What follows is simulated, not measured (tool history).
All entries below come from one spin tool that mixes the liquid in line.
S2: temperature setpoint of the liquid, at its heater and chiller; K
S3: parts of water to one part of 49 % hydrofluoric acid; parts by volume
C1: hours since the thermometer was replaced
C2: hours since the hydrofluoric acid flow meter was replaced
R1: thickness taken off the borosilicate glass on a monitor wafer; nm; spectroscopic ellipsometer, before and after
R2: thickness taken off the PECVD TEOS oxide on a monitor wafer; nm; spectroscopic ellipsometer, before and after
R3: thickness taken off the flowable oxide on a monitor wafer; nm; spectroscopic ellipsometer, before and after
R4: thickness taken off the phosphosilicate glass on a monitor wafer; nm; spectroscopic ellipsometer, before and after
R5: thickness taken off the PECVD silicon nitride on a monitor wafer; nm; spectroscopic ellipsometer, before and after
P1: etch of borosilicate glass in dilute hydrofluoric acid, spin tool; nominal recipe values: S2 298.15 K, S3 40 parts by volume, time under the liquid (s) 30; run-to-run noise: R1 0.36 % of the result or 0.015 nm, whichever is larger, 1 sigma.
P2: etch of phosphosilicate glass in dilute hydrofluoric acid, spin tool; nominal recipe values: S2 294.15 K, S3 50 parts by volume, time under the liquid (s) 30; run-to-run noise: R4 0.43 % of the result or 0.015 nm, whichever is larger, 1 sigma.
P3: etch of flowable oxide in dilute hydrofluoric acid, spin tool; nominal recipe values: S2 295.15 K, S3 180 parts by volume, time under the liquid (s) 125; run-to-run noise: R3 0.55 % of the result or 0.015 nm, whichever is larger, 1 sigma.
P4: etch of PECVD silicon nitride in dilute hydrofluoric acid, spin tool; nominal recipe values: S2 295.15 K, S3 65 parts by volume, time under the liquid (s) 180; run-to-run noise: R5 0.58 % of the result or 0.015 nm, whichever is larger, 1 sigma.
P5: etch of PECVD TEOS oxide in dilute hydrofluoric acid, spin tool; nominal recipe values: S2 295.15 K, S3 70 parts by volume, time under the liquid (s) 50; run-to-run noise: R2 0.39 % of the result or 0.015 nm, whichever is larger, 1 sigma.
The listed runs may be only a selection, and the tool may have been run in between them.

{"run": 1, "hour": 7.9, "process that ran": "P1", "S2": 298.15, "S3": 40, "time under the liquid (s)": 30, "C1": 941.2, "C2": 257.3, "R1": 27.036}
{"run": 2, "hour": 24.9, "process that ran": "P5", "S2": 295.15, "S3": 70, "time under the liquid (s)": 50, "C1": 958.2, "C2": 274.3, "R2": 6.05}
{"run": 3, "hour": 40.3, "process that ran": "P1", "S2": 294.65, "S3": 40, "time under the liquid (s)": 15, "C1": 973.6, "C2": 289.7, "R1": 11.636}
{"run": 4, "hour": 57.1, "process that ran": "P3", "S2": 295.15, "S3": 180, "time under the liquid (s)": 125, "C1": 990.4, "C2": 306.5, "R3": 24.005}
{"run": 5, "hour": 69.2, "process that ran": "P2", "S2": 294.15, "S3": 50, "time under the liquid (s)": 30, "C1": 1002.5, "C2": 318.6, "R4": 68.589}
{"run": 6, "hour": 77.8, "process that ran": "P1", "S2": 298.15, "S3": 40, "time under the liquid (s)": 55, "C1": 1011.1, "C2": 327.2, "R1": 49.384}
{"run": 7, "hour": 92.2, "process that ran": "P3", "S2": 295.15, "S3": 180, "time under the liquid (s)": 25, "C1": 1025.5, "C2": 341.6, "R3": 4.7894}
{"run": 8, "hour": 103.2, "process that ran": "P5", "S2": 295.15, "S3": 70, "time under the liquid (s)": 75, "C1": 1036.5, "C2": 352.6, "R2": 9.1422}
{"run": 9, "hour": 120.0, "process that ran": "P1", "S2": 294.15, "S3": 40, "time under the liquid (s)": 55, "C1": 1053.3, "C2": 369.4, "R1": 41.688}
{"run": 10, "hour": 132.9, "process that ran": "P1", "S2": 298.15, "S3": 40, "time under the liquid (s)": 30, "C1": 1066.2, "C2": 382.3, "R1": 27.024}
{"run": 11, "hour": 142.8, "process that ran": "P2", "S2": 294.15, "S3": 70, "time under the liquid (s)": 30, "C1": 1076.1, "C2": 392.2, "R4": 48.112}
{"run": 12, "hour": 159.4, "process that ran": "P2", "S2": 294.15, "S3": 50, "time under the liquid (s)": 15, "C1": 1092.7, "C2": 408.8, "R4": 34.414}
{"run": 13, "hour": 174.9, "process that ran": "P4", "S2": 290.15, "S3": 65, "time under the liquid (s)": 180, "C1": 1108.2, "C2": 424.3, "R5": 2.8447}
{"run": 14, "hour": 187.7, "process that ran": "P4", "S2": 295.15, "S3": 65, "time under the liquid (s)": 180, "C1": 1121, "C2": 437.1, "R5": 4.0363}
{"run": 15, "hour": 196.2, "process that ran": "P2", "S2": 299.65, "S3": 50, "time under the liquid (s)": 30, "C1": 1129.5, "C2": 445.6, "R4": 86.347}
{"run": 16, "hour": 205.5, "process that ran": "P1", "S2": 298.15, "S3": 40, "time under the liquid (s)": 30, "C1": 1138.8, "C2": 454.9, "R1": 26.871}
{"run": 17, "hour": 213.2, "process that ran": "P3", "S2": 295.15, "S3": 305, "time under the liquid (s)": 125, "C1": 1146.5, "C2": 462.6, "R3": 12.527}
{"run": 18, "hour": 228.1, "process that ran": "P5", "S2": 295.15, "S3": 125, "time under the liquid (s)": 50, "C1": 1161.4, "C2": 477.5, "R2": 3.1902}
{"run": 19, "hour": 241.3, "process that ran": "P3", "S2": 300.15, "S3": 180, "time under the liquid (s)": 125, "C1": 1174.6, "C2": 490.7, "R3": 28.589}
{"run": 20, "hour": 255.5, "process that ran": "P1", "S2": 298.15, "S3": 70, "time under the liquid (s)": 30, "C1": 1188.8, "C2": 504.9, "R1": 14.771}
{"run": 21, "hour": 262.9, "process that ran": "P4", "S2": 295.15, "S3": 30, "time under the liquid (s)": 180, "C1": 1196.2, "C2": 512.3, "R5": 8.6479}
{"run": 22, "hour": 271.2, "process that ran": "P1", "S2": 290.65, "S3": 40, "time under the liquid (s)": 30, "C1": 1204.5, "C2": 520.6, "R1": 19.487}
{"run": 23, "hour": 286.1, "process that ran": "P1", "S2": 298.15, "S3": 40, "time under the liquid (s)": 15, "C1": 1219.4, "C2": 535.5, "R1": 13.473}
{"run": 24, "hour": 297.8, "process that ran": "P1", "S2": 298.15, "S3": 40, "time under the liquid (s)": 30, "C1": 1231.1, "C2": 547.2, "R1": 27.142}
{"run": 25, "hour": 314.0, "process that ran": "P5", "S2": 290.15, "S3": 70, "time under the liquid (s)": 50, "C1": 1247.3, "C2": 563.4, "R2": 4.9527}
{"run": 26, "hour": 329.3, "process that ran": "P1", "S2": 298.15, "S3": 20, "time under the liquid (s)": 30, "C1": 1262.6, "C2": 578.7, "R1": 56.004}
{"run": 27, "hour": 341.6, "process that ran": "P4", "S2": 295.15, "S3": 65, "time under the liquid (s)": 180, "C1": 1274.9, "C2": 591, "R5": 4.0193}
{"run": 28, "hour": 358.0, "process that ran": "P1", "S2": 298.15, "S3": 40, "time under the liquid (s)": 30, "C1": 1291.3, "C2": 607.4, "R1": 27.006}
{"run": 29, "hour": 374.6, "process that ran": "P4", "S2": 295.15, "S3": 65, "time under the liquid (s)": 25, "C1": 1307.9, "C2": 624, "R5": 0.56067}
{"run": 30, "hour": 383.8, "process that ran": "P1", "S2": 298.15, "S3": 40, "time under the liquid (s)": 30, "C1": 1317.1, "C2": 633.2, "R1": 26.877}
{"run": 31, "hour": 399.3, "process that ran": "P1", "S2": 303.15, "S3": 40, "time under the liquid (s)": 30, "C1": 1332.6, "C2": 648.7, "R1": 32.856}
{"run": 32, "hour": 407.8, "process that ran": "P1", "S2": 298.15, "S3": 40, "time under the liquid (s)": 30, "C1": 1341.1, "C2": 657.2, "R1": 26.815}
{"run": 33, "hour": 423.5, "process that ran": "P1", "S2": 298.15, "S3": 40, "time under the liquid (s)": 30, "C1": 1356.8, "C2": 672.9, "R1": 26.103}
{"run": 34, "hour": 436.1, "process that ran": "P1", "S2": 298.15, "S3": 40, "time under the liquid (s)": 30, "C1": 1369.4, "C2": 685.5, "R1": 25.627}

Expected results for the next run?
{"run": 35, "hour": 444.8, "process that ran": "P1", "S2": 298.15, "S3": 40, "time under the liquid (s)": 30, "C1": 1378.1, "C2": 694.2, "R1": "?"}

Run 35 gave R1 25.622 nm.
